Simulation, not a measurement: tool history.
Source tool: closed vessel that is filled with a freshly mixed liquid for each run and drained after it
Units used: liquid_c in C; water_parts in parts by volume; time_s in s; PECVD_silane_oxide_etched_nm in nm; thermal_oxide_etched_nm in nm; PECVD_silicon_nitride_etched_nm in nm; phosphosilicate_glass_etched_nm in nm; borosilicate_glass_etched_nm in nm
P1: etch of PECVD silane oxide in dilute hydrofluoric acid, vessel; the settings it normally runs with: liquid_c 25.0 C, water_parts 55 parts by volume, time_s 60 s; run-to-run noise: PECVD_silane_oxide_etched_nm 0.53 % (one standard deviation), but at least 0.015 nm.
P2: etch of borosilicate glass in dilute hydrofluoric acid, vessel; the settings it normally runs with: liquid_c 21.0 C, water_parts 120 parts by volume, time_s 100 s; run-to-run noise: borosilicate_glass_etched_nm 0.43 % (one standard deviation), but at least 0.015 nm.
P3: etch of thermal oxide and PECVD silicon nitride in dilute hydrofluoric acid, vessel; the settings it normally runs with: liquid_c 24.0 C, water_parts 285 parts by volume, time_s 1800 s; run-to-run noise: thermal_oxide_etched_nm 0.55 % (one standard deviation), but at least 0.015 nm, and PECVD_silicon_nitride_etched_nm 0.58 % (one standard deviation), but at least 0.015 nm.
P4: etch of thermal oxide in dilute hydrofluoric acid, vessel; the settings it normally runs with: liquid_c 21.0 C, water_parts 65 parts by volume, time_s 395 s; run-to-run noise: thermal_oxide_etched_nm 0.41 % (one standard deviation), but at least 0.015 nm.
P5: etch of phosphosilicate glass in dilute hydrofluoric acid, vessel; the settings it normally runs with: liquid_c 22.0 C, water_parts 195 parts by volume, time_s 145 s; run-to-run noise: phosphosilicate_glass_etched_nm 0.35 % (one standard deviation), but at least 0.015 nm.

run   hour  process  liquid_c  water_parts  time_s  PECVD_silane_oxide_etched_nm  thermal_oxide_etched_nm  PECVD_silicon_nitride_etched_nm  phosphosilicate_glass_etched_nm  borosilicate_glass_etched_nm
  1    9.1       P1      25.0           55      60                        40.620
  2   19.4       P1      25.0           20      60                       117.830
  3   29.2       P1      25.0           90      60                        23.754
  4   38.3       P3      24.0          285    1800                                                23.5930                          18.3100
  5   48.3       P1      25.0           55      60                        40.485
  6   59.0       P1      25.0           55      60                        40.491
  7   65.4       P5      22.0          195     145                                                                                                                   38.731
  8   73.5       P4      21.0           65      70                                                 4.8078
  9   82.8       P2      21.0          120     100                                                                                                                                                 30.315
 10   90.9       P5      27.5          195     145                                                                                                                   47.613
 11   97.6       P2      17.0          120     100                                                                                                                                                 25.971
 12  103.0       P1      25.0           55      30                        20.466
 13  112.8       P4      21.0           65     395                                                27.1900
 14  119.0       P3      24.0          395    1800                                                15.5390                          13.2160
 15  129.2       P1      25.0           55      60                        40.542
 16  138.3       P3      24.0          285    1800                                                23.7220                          18.3150
 17  149.0       P2      21.0          120     100                                                                                                                                                 30.315
 18  157.2       P1      25.0           55     110                        75.258
 19  162.6       P5      22.0           30     145                                                                                                                  304.610
 20  168.4       P2      21.0          200     100                                                                                                                                                 16.715
 21  177.1       P3      20.5          285    1800                                                21.0560                          14.7780
 22  184.0       P1      19.5           20      60                        93.043
 23  190.9       P1      32.0           90      60                        30.790
 24  201.1       P2      21.0          120     190                                                                                                                                                 57.928
 25  211.4       P1      25.0           55      60                        40.422
 26  222.7       P5      22.0          195      40                                                                                                                   10.705
 27  228.4       P4      21.0           35     395                                                52.0180
 28  239.8       P4      17.0           65     395                                                22.8390
 29  250.3       P1      19.5           55      60                        32.487
 30  259.0       P3      24.0          285     975                                                13.0070                           9.9409
 31  264.9       P1      32.0           55      60                        53.610
 32  271.9       P1      19.0           20      60                        90.008
 33  281.8       P5      22.0          195     145                                                                                                                   38.814
 34  288.4       P1      25.0           55      60                        40.507
 35  297.1       P1      25.0           55      60                        42.099
 36  302.0       P1      25.0           55      60                        42.265
 37  308.7       P1      25.0           55      60                        42.821
 38  320.1       P1      25.0           55      60                        43.467
 39  327.6       P1      25.0           55      60                        44.224
 40  338.7       P1      25.0           55      60                        43.934
 41  347.0       P1      25.0           55      60                        44.038
 42  357.9       P1      25.0           55      60                        44.380
 43  368.2       P1      25.0           55      60                        44.703
 44  374.7       P1      25.0           55      60                        44.707
 45  380.6       P1      25.0           55      60                        44.242

P1 no longer gives what it gave before; its output has crept away from where it was. The following 2 causes, each at its listed size, fit the log equally well:
A: hydrofluoric acid flow above the setpoint (%) = 9.42
B: liquid hotter than its thermometer reads (K) = 2.4
The onset of the drift is placed at about hour 288.4.

Question marks stand in for the results of the 4 check runs listed below, each run on one wafer. Under which run would the listed causes show clearly different results?
check 1  386.5       P3      24.0          285    1125                                                      ?                                ?
check 2  386.5       P2      17.0          120     180                                                                                                                                                      ?
check 3  386.5       P5      22.0           50     145                                                                                                                        ?
check 4  386.5       P4      17.0           65     395                                                      ?

If the cause were each of the candidates in turn, the checks would give the following:
  check                           result     if A     if B
check 1          thermal_oxide_etched_nm  16.7280  16.2070
check 1  PECVD_silicon_nitride_etched_nm  12.4520  13.1730
check 2     borosilicate_glass_etched_nm   51.392   51.312
check 3  phosphosilicate_glass_etched_nm  196.730  197.520
check 4          thermal_oxide_etched_nm  25.1790  25.3340
Smallest distance between any two causes, each pair judged by its most separating result, in per cent: check 1 5.63 %; check 2 0.16 %; check 3 0.4 %; check 4 0.61 %
Check 1 is the one run that separates the causes; every other check would come out nearly the same whichever cause is at work.

Check 1 was then run and gave: thermal_oxide_etched_nm 16.7250 nm; PECVD_silicon_nitride_etched_nm 12.5270 nm. Which cause is it?

A is the cause: hydrofluoric acid flow above the setpoint (%).
